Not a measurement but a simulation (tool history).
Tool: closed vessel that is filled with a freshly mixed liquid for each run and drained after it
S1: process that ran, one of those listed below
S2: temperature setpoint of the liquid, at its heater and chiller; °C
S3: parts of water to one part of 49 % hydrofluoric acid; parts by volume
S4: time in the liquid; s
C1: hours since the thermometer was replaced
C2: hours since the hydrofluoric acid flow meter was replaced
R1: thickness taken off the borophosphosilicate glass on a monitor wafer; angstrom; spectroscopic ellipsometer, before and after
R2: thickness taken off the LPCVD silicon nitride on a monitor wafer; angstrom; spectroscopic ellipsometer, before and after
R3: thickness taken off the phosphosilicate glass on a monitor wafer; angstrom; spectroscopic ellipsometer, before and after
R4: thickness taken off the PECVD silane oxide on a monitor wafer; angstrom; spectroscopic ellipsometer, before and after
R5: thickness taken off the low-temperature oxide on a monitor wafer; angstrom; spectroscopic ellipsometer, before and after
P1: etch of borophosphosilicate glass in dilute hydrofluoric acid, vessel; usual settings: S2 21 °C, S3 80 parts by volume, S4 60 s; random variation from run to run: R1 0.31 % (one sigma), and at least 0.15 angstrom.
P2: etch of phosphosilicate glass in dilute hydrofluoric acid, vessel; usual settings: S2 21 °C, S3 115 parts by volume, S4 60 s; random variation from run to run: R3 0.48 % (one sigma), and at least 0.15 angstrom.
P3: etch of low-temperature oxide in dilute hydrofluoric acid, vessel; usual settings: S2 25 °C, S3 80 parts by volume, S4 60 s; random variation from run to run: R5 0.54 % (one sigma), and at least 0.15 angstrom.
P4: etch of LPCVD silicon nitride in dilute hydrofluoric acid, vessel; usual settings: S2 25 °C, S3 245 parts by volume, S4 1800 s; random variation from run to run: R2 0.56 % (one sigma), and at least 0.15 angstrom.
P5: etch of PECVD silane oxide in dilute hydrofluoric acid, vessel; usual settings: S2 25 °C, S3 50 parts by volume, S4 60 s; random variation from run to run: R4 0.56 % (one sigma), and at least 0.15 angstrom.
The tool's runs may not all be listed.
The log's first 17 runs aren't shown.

run   hour  S1    S2   S3    S4     C1     C2      R1      R2      R3     R4      R5
 18    133  P3    25   35    60  555.9  324.2                                 630.65
 19  142.4  P4    25  245  2890  565.3  333.6          61.606
 20  152.3  P1  29.5   80    60  575.2  343.5  272.84
 21  159.3  P1    27  125    60  582.2  350.5  149.41
 22  170.6  P3    25   80    60  593.5  361.8                                  260.3
 23    178  P5    25   50    60  600.9  369.2                          353.5
 24  183.8  P2    21   50    60  606.7    375                  849.15
 25  194.4  P1    21   80    60  617.3  385.6  194.22
 26    201  P2    21  115    60  623.9  392.2                   340.9
 27  206.2  P3    30   80    60  629.1  397.4                                 320.12
 28    217  P2    21  115    30  639.9  408.2                  170.02
 29  223.2  P3    25   80    30  646.1  414.4                                 129.72
 30  230.3  P1    26  110    60  653.2  421.5  166.69
 31  239.9  P4    25  245  1800  662.8  431.1          38.681
 32  246.7  P1    21   80    60  669.6  437.9   194.9
 33  257.5  P1    21   80   110  680.4  448.7  356.74
 34  263.2  P1    17   80    95  686.1  454.4  260.69

Run 35 comes next. What will it give?
 35  271.3  P4  25  245  1800  694.2  462.5       ?

{"run 35": {"R2": 38.162}}
